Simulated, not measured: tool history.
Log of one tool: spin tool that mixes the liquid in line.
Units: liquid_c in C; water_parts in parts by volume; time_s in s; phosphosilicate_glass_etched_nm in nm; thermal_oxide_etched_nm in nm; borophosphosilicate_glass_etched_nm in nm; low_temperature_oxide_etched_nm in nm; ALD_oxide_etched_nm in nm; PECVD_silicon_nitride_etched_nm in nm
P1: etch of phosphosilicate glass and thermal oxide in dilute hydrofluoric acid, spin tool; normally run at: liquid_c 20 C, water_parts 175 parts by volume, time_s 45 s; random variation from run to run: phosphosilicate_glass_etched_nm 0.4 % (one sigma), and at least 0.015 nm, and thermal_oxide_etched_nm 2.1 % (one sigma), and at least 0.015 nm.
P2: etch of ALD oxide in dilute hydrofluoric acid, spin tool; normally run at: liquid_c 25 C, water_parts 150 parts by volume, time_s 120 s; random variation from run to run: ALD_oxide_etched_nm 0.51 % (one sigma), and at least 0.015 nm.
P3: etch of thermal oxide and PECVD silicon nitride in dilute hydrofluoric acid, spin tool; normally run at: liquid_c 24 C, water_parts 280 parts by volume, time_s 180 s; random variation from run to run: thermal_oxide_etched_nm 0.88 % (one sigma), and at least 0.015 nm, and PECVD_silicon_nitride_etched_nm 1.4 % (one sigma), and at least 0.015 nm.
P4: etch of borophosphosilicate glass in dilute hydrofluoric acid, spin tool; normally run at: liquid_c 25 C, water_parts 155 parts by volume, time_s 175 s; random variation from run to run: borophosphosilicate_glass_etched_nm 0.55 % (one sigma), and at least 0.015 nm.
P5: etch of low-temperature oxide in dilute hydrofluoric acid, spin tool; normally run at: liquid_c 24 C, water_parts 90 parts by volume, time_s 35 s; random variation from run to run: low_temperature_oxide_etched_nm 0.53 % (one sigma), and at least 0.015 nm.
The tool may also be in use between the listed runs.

run	hour	process	liquid_c	water_parts	time_s	hours since the thermometer was replaced	hours since the hydrofluoric acid flow meter was replaced	phosphosilicate_glass_etched_nm	thermal_oxide_etched_nm	borophosphosilicate_glass_etched_nm	low_temperature_oxide_etched_nm	ALD_oxide_etched_nm	PECVD_silicon_nitride_etched_nm
1	7.2	P1	20	175	45	605.2	1607.1	12.471	0.96469				
2	13.6	P4	33	155	175	611.6	1613.5			58.603			
3	20.2	P1	20	65	45	618.2	1620.1	37.53	2.9565				
4	33.8	P5	24	125	35	631.8	1633.7				8.1612		
5	46.5	P2	25	225	120	644.5	1646.4					8.7817	
6	56.4	P2	25	150	120	654.4	1656.3					14.229	
7	62.9	P1	17	175	45	660.9	1662.8	11.048	0.87952				
8	77	P1	20	175	45	675	1676.9	12.488	0.94959				
9	84.1	P2	25	150	120	682.1	1684					14.364	
10	93.1	P1	20	175	45	691.1	1693	12.464	0.9588				
11	101.7	P1	17	175	20	699.7	1701.6	4.9157	0.37744				
12	114.3	P4	25	155	15	712.3	1714.2			3.7135			
13	121.8	P2	17	150	120	719.8	1721.7					10.417	
14	131.3	P1	20	175	45	729.3	1731.2	12.445	0.98951				
15	138.7	P1	20	175	45	736.7	1738.6	12.439	0.98157				
16	145.6	P3	30.5	280	180	743.6	1745.5		3.0187				2.8064
17	155	P4	25	230	175	753	1754.9			26.979			
18	166.2	P3	24	280	180	764.2	1766.1		2.4459				1.8395
19	178.3	P5	28.5	90	35	776.3	1778.2				14.033		
20	186.9	P3	24	280	180	784.9	1786.8		2.4682				1.8534
21	197	P1	20	175	45	795	1796.9	12.498	0.973				
22	210.8	P5	24	90	15	808.8	1810.7				5.066		
23	225.3	P1	20	175	45	823.3	1825.2	12.493	0.95734				
24	236.6	P1	23.5	175	20	834.6	1836.5	6.3946	0.46395				
25	243.7	P1	20	175	85	841.7	1843.6	23.615	1.8566				
26	250.1	P3	24	280	65	848.1	1850		0.88265				0.65677
27	256.5	P1	20	175	15	854.5	1856.4	4.1524	0.35234				
28	267.9	P5	24	90	35	865.9	1867.8				11.858		
29	275.9	P1	20	280	45	873.9	1875.8	7.0954	0.53957				
30	288.4	P2	25	150	225	886.4	1888.3					26.846	
31	299.5	P3	24	175	180	897.5	1899.4		4.475				2.9391
32	308	P5	24	90	35	906	1907.9				11.86		
33	319	P4	25	155	175	917	1918.9			43.417			
34	332.6	P1	28	175	45	930.6	1932.5	16.765	1.3267				
35	343.9	P1	20	175	45	941.9	1943.8	12.422	0.97974				
36	357.4	P1	20	175	45	955.4	1957.3	11.993	0.96495				
37	371.2	P1	20	175	45	969.2	1971.1	11.678	0.89299				
38	384.4	P1	20	175	45	982.4	1984.3	11.458	0.8957				
39	393.2	P1	20	175	45	991.2	1993.1	11.411	0.84379				
40	402.4	P1	20	175	45	1000.4	2002.3	11.414	0.88881				
41	415.4	P1	20	175	45	1013.4	2015.3	11.463	0.89739				
42	428	P1	20	175	45	1026	2027.9	11.337	0.84566				

What P1 gives has crept away from where it was. These 2 causes fit the log equally well, each at the size given:
A: liquid colder than its thermometer reads (K) = 2.38
B: hydrofluoric acid flow below the setpoint (%) = 7.67
The creep began at about hour 343.9.

4 check runs are offered, each on 3 wafers whose results are averaged, their results left as question marks. Which one tells the causes apart?
check 1	440.6	P5	24	90	35						?		
check 2	440.6	P4	25	155	175					?			
check 3	440.6	P2	25	150	120							?	
check 4	440.6	P3	24	280	180				?				?

What each check would give under each cause:
check	result	if A	if B
check 1	low_temperature_oxide_etched_nm	10.753	10.827
check 2	borophosphosilicate_glass_etched_nm	39.793	39.641
check 3	ALD_oxide_etched_nm	13.053	13.013
check 4	thermal_oxide_etched_nm	2.2563	2.2167
check 4	PECVD_silicon_nitride_etched_nm	1.6028	1.7172
How far apart the two closest causes lie, in the result that separates them most: check 1 0.69 %; check 2 0.38 %; check 3 0.31 %; check 4 6.89 %
Only check 4 tells the causes apart: in the others they would give nearly the same result.

Check 4 was then run and gave: thermal_oxide_etched_nm 2.2278 nm; PECVD_silicon_nitride_etched_nm 1.722 nm. Which cause is it?

It is B: hydrofluoric acid flow below the setpoint (%).
